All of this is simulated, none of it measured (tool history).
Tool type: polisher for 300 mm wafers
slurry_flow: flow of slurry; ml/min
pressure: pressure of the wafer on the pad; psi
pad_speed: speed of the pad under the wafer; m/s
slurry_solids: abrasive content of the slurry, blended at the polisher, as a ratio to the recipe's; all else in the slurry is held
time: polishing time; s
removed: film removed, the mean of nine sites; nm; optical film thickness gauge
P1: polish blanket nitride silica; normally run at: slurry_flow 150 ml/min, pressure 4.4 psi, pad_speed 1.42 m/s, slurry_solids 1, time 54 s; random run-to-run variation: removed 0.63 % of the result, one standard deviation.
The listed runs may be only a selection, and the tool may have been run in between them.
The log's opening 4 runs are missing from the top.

run,hour,slurry_flow,pressure,pad_speed,slurry_solids,time,wafers polished on this pad,hours since the slurry nozzle was cleaned,hours since the head pressure was calibrated,hours since the slurry blender was calibrated,hours since the conditioning disc was replaced,removed
5,48.8,150,4.4,0.96,1,54,953,410.2,284.8,117.5,119.9,38.249
6,58.8,150,4.4,1.42,1,83,1055,420.2,294.8,127.5,129.9,81.01
7,66.3,150,2.1,1.42,1,54,1132,427.7,302.3,135,137.4,25.231
8,78.6,90,4.4,1.42,1,54,1258,440,314.6,147.3,149.7,46.952
9,88.4,150,4.4,1.42,0.55,70,1358,449.8,324.4,157.1,159.5,49.739
10,99.3,150,4.4,1.42,0.65,54,1470,460.7,335.3,168,170.4,42.105
11,110,205,4.4,1.42,1,54,1579,471.4,346,178.7,181.1,54.857
12,119,150,4.4,1.42,1,34,1671,480.4,355,187.7,190.1,32.56
13,131.2,150,4.4,0.9,1,74,1796,492.6,367.2,199.9,202.3,49.531
14,142.1,150,4.4,1.42,1,54,1907,503.5,378.1,210.8,213.2,52.717
15,151.4,150,6.1,1.42,1,54,2002,512.8,387.4,220.1,222.5,72.799
# hour 159.9: conditioning disc replaced and pad reconditioned
16,162.2,150,4.4,1.42,1.25,54,2113,523.6,398.2,230.9,2.4,57.985
17,175.1,150,4.4,1.42,1,54,2245,536.5,411.1,243.8,15.3,53.135
18,186.1,150,4.4,2.04,1,54,2357,547.5,422.1,254.8,26.3,69.986
19,197,150,4.4,1.42,1,54,2469,558.4,433,265.7,37.2,53.011
20,207.9,150,4.4,1.42,1,54,2580,569.3,443.9,276.6,48.1,52.148
21,214.7,150,4.4,1.42,1,54,2650,576.1,450.7,283.4,54.9,51.745

Run 22 has not been measured yet. What should we expect?
22,226.6,150,4.4,1.42,1,54,2771,588,462.6,295.3,66.8,?

{"run 22": {"removed": 50.425}}
